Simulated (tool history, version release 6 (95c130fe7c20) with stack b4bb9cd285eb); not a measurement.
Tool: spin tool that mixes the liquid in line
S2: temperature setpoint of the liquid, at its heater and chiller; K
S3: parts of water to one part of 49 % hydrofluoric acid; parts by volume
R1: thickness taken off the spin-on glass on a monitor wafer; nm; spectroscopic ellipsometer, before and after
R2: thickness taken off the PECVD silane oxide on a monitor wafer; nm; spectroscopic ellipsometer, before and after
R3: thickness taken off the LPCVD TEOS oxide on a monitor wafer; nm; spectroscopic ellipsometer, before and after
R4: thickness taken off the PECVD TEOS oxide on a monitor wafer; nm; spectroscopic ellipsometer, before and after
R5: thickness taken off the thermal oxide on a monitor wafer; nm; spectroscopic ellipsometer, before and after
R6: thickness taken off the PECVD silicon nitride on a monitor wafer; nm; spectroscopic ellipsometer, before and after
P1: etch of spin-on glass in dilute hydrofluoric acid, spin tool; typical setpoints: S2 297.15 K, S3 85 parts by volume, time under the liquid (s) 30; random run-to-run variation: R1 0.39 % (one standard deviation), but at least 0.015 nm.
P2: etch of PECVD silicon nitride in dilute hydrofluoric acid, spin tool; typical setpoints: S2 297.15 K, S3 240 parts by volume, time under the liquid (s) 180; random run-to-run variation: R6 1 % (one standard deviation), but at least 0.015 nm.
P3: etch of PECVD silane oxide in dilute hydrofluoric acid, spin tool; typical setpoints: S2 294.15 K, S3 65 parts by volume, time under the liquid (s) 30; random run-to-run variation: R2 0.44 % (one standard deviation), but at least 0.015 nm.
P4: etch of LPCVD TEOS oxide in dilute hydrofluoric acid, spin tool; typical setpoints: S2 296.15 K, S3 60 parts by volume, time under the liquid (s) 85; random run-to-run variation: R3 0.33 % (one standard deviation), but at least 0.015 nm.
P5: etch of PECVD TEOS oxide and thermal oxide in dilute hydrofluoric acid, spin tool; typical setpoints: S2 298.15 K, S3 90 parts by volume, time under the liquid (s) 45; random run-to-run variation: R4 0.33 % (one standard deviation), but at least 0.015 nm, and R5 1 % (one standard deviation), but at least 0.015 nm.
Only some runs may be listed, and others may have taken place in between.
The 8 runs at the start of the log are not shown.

run 9 hour=58.7 | process_that_ran=P4 S2=296.15 S3=25 time_under_the_liquid_(s)=85 | R3=82.851
run 10 hour=69.1 | process_that_ran=P1 S2=297.15 S3=85 time_under_the_liquid_(s)=30 | R1=16.82
run 11 hour=77.8 | process_that_ran=P4 S2=296.15 S3=60 time_under_the_liquid_(s)=85 | R3=32.793
run 12 hour=85.5 | process_that_ran=P5 S2=298.15 S3=90 time_under_the_liquid_(s)=15 | R4=3.0367 R5=0.80428
run 13 hour=90.9 | process_that_ran=P1 S2=297.15 S3=85 time_under_the_liquid_(s)=60 | R1=33.578
run 14 hour=101 | process_that_ran=P3 S2=290.15 S3=65 time_under_the_liquid_(s)=30 | R2=7.1785
run 15 hour=106.9 | process_that_ran=P3 S2=294.15 S3=35 time_under_the_liquid_(s)=30 | R2=16.301
run 16 hour=116.9 | process_that_ran=P5 S2=298.15 S3=90 time_under_the_liquid_(s)=45 | R4=9.248 R5=2.455
run 17 hour=121.8 | process_that_ran=P5 S2=298.15 S3=140 time_under_the_liquid_(s)=45 | R4=5.5677 R5=1.4881
run 18 hour=131 | process_that_ran=P5 S2=291.65 S3=90 time_under_the_liquid_(s)=45 | R4=7.0541 R5=1.8541
run 19 hour=140.5 | process_that_ran=P2 S2=304.65 S3=240 time_under_the_liquid_(s)=180 | R6=4.0696
run 20 hour=147.3 | process_that_ran=P1 S2=291.15 S3=85 time_under_the_liquid_(s)=30 | R1=13.061
run 21 hour=154.1 | process_that_ran=P5 S2=298.15 S3=90 time_under_the_liquid_(s)=45 | R4=9.2331 R5=2.4785
run 22 hour=159.7 | process_that_ran=P1 S2=301.15 S3=85 time_under_the_liquid_(s)=30 | R1=19.583
run 23 hour=165.4 | process_that_ran=P4 S2=296.15 S3=60 time_under_the_liquid_(s)=85 | R3=32.935
run 24 hour=170.2 | process_that_ran=P1 S2=297.15 S3=85 time_under_the_liquid_(s)=30 | R1=16.722
run 25 hour=180.5 | process_that_ran=P2 S2=297.15 S3=240 time_under_the_liquid_(s)=90 | R6=1.291
run 26 hour=185.7 | process_that_ran=P1 S2=297.15 S3=115 time_under_the_liquid_(s)=30 | R1=11.883
run 27 hour=194.9 | process_that_ran=P2 S2=297.15 S3=240 time_under_the_liquid_(s)=180 | R6=2.6623
run 28 hour=202.4 | process_that_ran=P1 S2=297.15 S3=85 time_under_the_liquid_(s)=30 | R1=16.817
run 29 hour=207.4 | process_that_ran=P1 S2=297.15 S3=85 time_under_the_liquid_(s)=30 | R1=16.653
run 30 hour=213 | process_that_ran=P3 S2=294.15 S3=65 time_under_the_liquid_(s)=55 | R2=15.651
run 31 hour=221.4 | process_that_ran=P2 S2=297.15 S3=105 time_under_the_liquid_(s)=180 | R6=5.9307
run 32 hour=230 | process_that_ran=P4 S2=296.15 S3=60 time_under_the_liquid_(s)=15 | R3=5.8157
run 33 hour=234.7 | process_that_ran=P1 S2=297.15 S3=85 time_under_the_liquid_(s)=30 | R1=16.839

Predict the results of run 34:
run 34 hour=244.9 | process_that_ran=P1 S2=297.15 S3=85 time_under_the_liquid_(s)=30 | R1=?

R1: 17.424 nm

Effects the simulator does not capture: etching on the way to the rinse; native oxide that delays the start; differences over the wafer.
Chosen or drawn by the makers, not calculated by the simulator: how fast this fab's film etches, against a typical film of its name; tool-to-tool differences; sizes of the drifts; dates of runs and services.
